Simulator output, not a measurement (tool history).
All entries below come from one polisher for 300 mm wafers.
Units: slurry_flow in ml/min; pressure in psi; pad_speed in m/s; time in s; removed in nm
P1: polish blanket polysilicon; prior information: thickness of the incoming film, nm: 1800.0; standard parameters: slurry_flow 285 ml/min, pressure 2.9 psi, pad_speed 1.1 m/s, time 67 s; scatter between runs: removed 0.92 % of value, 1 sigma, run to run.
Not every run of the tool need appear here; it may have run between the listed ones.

run,hour,slurry_flow,pressure,pad_speed,time,wafers polished on this pad,hours since the slurry nozzle was cleaned,hours since the head pressure was calibrated,removed
1,6.7,285,2.9,1.1,67,330,123.5,747.6,594.62
2,16.5,285,1.7,1.1,67,432,133.3,757.4,348.01
3,24.4,285,2.9,1.1,67,515,141.2,765.3,600.67
4,31.2,285,2.9,1.7,67,587,148.0,772.1,918.55
5,44.4,285,2.9,1.1,67,725,161.2,785.3,599.42
6,52.7,285,2.9,1.1,67,812,169.5,793.6,597.08
7,62.8,285,2.9,1.1,30,918,179.6,803.7,265.90
8,74.8,170,3.8,1.1,67,1044,191.6,815.7,738.51
9,81.0,170,2.9,1.1,67,1109,197.8,821.9,563.09
10,91.8,395,2.9,1.1,67,1223,208.6,832.7,620.17
11,98.2,285,2.9,0.5,67,1290,215.0,839.1,271.60
12,109.0,285,2.9,1.1,67,1403,225.8,849.9,597.85
# hour 119.4: head pressure recalibrated
13,119.4,285,4.3,1.1,67,1512,236.2,0.0,880.70
14,129.3,285,2.9,1.1,67,1616,246.1,9.9,589.31
15,138.7,285,2.9,1.1,91,1715,255.5,19.3,811.15
16,149.1,285,2.9,1.1,67,1824,265.9,29.7,603.00
17,161.1,285,2.9,1.1,67,1950,277.9,41.7,575.93
18,173.4,285,2.9,1.1,67,2079,290.2,54.0,586.22
19,180.6,285,2.9,1.1,67,2155,297.4,61.2,570.48
20,190.3,285,2.9,1.1,67,2257,307.1,70.9,573.72
# hour 196.1: worn pad replaced by a new one
21,203.4,285,2.9,1.1,67,76,320.2,84.0,571.66
22,210.7,285,2.9,1.1,67,153,327.5,91.3,562.57
23,220.1,285,2.9,1.1,67,252,336.9,100.7,571.64
24,231.0,285,2.9,1.1,67,366,347.8,111.6,556.41
25,236.9,285,2.9,1.1,67,428,353.7,117.5,570.54
26,245.7,285,2.9,1.1,67,520,362.5,126.3,563.47

Compared with where it was, what P1 gives has crept away. Each cause listed below fits the log as well as the rest, at the size given for it:
A: slurry flow missing at the pad, % = 38.3
B: head's pressure below its setpoint, % = 5.61
Onset of the creep was near hour 149.1.
Each remaining cause and why it is not a fit:
removal rate lost through wear of the pad, %: serviced after onset, at hour 196.1, with no recovery of the prior output

Below are 4 check runs, each averaged over 5 wafers, with their results shown as question marks. Which of them would give clearly different results depending on which cause is behind the drift?
check 1,254.5,170,2.9,1.10,67,,,,?
check 2,254.5,285,2.9,0.68,67,,,,?
check 3,254.5,285,3.5,1.10,67,,,,?
check 4,254.5,285,2.0,1.10,67,,,,?

Expected result of each check under each candidate cause:
check,result,if A,if B
check 1,removed,510.63,529.21
check 2,removed,348.37,348.41
check 3,removed,680.14,680.22
check 4,removed,388.65,388.70
Gap, in per cent, between the two causes that each check separates least, read from the result that separates them most: check 1 3.57 %; check 2 0.01 %; check 3 0.01 %; check 4 0.01 %
Check 1 is the one run that separates the causes; every other check would come out nearly the same whichever cause is at work.

Check 1 has now been run. It gave: removed 513.78 nm. Which of the candidate causes is it?

It was cause A: slurry flow missing at the pad, %.
